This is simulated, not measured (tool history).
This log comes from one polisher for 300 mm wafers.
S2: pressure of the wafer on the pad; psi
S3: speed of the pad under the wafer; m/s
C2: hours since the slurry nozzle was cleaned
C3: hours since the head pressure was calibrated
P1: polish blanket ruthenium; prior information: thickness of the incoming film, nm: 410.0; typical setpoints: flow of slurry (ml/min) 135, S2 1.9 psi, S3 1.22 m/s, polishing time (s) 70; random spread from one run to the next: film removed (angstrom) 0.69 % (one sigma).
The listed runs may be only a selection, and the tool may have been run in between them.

{"run": 1, "day": 0.238, "flow of slurry (ml/min)": 135, "S2": 1.9, "S3": 1.22, "polishing time (s)": 70, "wafers polished on this pad": 709, "C2": 359.0, "C3": 625.6, "film removed (angstrom)": 791.2}
{"run": 2, "day": 0.588, "flow of slurry (ml/min)": 135, "S2": 1.9, "S3": 0.6, "polishing time (s)": 70, "wafers polished on this pad": 809, "C2": 367.4, "C3": 634.0, "film removed (angstrom)": 386.15}
{"run": 3, "day": 0.958, "flow of slurry (ml/min)": 80, "S2": 1.9, "S3": 1.22, "polishing time (s)": 70, "wafers polished on this pad": 915, "C2": 376.3, "C3": 642.9, "film removed (angstrom)": 681.95}
{"run": 4, "day": 1.162, "flow of slurry (ml/min)": 135, "S2": 1.9, "S3": 1.22, "polishing time (s)": 70, "wafers polished on this pad": 973, "C2": 381.2, "C3": 647.8, "film removed (angstrom)": 780.78}
{"run": 5, "day": 1.446, "flow of slurry (ml/min)": 135, "S2": 1.9, "S3": 1.22, "polishing time (s)": 46, "wafers polished on this pad": 1054, "C2": 388.0, "C3": 654.6, "film removed (angstrom)": 512.23}
{"run": 6, "day": 1.812, "flow of slurry (ml/min)": 135, "S2": 1.9, "S3": 1.22, "polishing time (s)": 70, "wafers polished on this pad": 1158, "C2": 396.8, "C3": 663.4, "film removed (angstrom)": 786.5}
{"run": 7, "day": 2.146, "flow of slurry (ml/min)": 135, "S2": 1.2, "S3": 1.22, "polishing time (s)": 70, "wafers polished on this pad": 1254, "C2": 404.8, "C3": 671.4, "film removed (angstrom)": 491.01}
{"run": 8, "day": 2.475, "flow of slurry (ml/min)": 105, "S2": 1.9, "S3": 1.22, "polishing time (s)": 49, "wafers polished on this pad": 1348, "C2": 412.7, "C3": 679.3, "film removed (angstrom)": 516.52}
{"run": 9, "day": 2.704, "flow of slurry (ml/min)": 170, "S2": 1.9, "S3": 0.8, "polishing time (s)": 70, "wafers polished on this pad": 1413, "C2": 418.2, "C3": 684.8, "film removed (angstrom)": 528.95}
{"run": 10, "day": 2.979, "flow of slurry (ml/min)": 135, "S2": 1.9, "S3": 1.22, "polishing time (s)": 70, "wafers polished on this pad": 1491, "C2": 424.8, "C3": 691.4, "film removed (angstrom)": 775.44}
{"run": 11, "day": 3.262, "flow of slurry (ml/min)": 135, "S2": 1.9, "S3": 1.22, "polishing time (s)": 70, "wafers polished on this pad": 1572, "C2": 431.6, "C3": 698.2, "film removed (angstrom)": 778.93}
{"run": 12, "day": 3.454, "flow of slurry (ml/min)": 135, "S2": 1.9, "S3": 1.86, "polishing time (s)": 70, "wafers polished on this pad": 1627, "C2": 436.2, "C3": 702.8, "film removed (angstrom)": 1197.0}
{"day": 3.554, "done": "worn pad replaced by a new one"}
{"run": 13, "day": 3.733, "flow of slurry (ml/min)": 135, "S2": 1.9, "S3": 1.22, "polishing time (s)": 70, "wafers polished on this pad": 51, "C2": 442.9, "C3": 709.5, "film removed (angstrom)": 783.77}

Estimate the outcome of run 14 from the log above:
{"run": 14, "day": 4.112, "flow of slurry (ml/min)": 135, "S2": 1.9, "S3": 1.22, "polishing time (s)": 96, "wafers polished on this pad": 159, "C2": 452.0, "C3": 718.6, "film removed (angstrom)": "?"}

Run 14 produced film removed (angstrom) 1052.00.
